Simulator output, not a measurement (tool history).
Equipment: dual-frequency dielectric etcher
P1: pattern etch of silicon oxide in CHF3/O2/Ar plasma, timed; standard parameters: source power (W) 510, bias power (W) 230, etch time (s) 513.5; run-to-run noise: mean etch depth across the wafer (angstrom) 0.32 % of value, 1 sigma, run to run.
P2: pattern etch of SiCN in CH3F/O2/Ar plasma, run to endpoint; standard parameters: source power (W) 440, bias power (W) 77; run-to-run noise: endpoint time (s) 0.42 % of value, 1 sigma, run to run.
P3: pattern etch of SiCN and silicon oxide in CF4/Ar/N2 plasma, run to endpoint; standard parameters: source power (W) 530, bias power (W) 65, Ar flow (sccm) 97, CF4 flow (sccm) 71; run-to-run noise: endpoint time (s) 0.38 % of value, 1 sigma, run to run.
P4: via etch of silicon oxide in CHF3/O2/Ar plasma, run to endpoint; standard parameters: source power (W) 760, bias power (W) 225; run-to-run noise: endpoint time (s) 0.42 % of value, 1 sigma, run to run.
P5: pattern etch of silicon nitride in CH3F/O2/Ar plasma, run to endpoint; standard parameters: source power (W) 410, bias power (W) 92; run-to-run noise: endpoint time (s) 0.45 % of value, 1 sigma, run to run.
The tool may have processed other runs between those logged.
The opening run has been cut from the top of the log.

run,day,process that ran,source power (W),bias power (W),etch time (s),Ar flow (sccm),CF4 flow (sccm),mean etch depth across the wafer (angstrom),endpoint time (s)
2,0.392,P3,530,42,,97,71,,14.325
3,0.621,P1,510,230,752.0,,,15077.0,
4,0.858,P4,760,311,,,,,255.800
5,1.117,P1,510,230,513.5,,,10332.0,
6,1.400,P1,510,230,513.5,,,10365.0,
7,1.704,P1,510,230,513.5,,,10374.0,
8,1.983,P4,760,225,,,,,288.420
9,2.271,P1,510,230,513.5,,,10290.0,
10,2.442,P1,510,279,337.5,,,7230.7,
11,2.633,P1,510,230,389.5,,,7840.4,
12,2.888,P2,270,77,,,,,30.300
13,3.196,P1,640,230,513.5,,,11247.0,
14,3.479,P5,570,92,,,,,54.177
15,3.646,P3,530,65,,97,57,,13.033
16,3.792,P1,510,230,513.5,,,10344.0,
17,4.021,P4,760,225,,,,,286.660
18,4.342,P2,440,77,,,,,25.133
19,4.629,P1,380,230,513.5,,,9220.1,
20,4.871,P1,510,164,513.5,,,9165.2,
21,5.104,P5,410,92,,,,,60.841
22,5.312,P3,530,65,,97,71,,12.599
23,5.612,P1,510,230,513.5,,,10281.0,

Estimate the outcome of run 24 from the log above:
24,5.921,P2,440,58,,,,,?

{"run 24": {"endpoint time (s)": 28.005}}
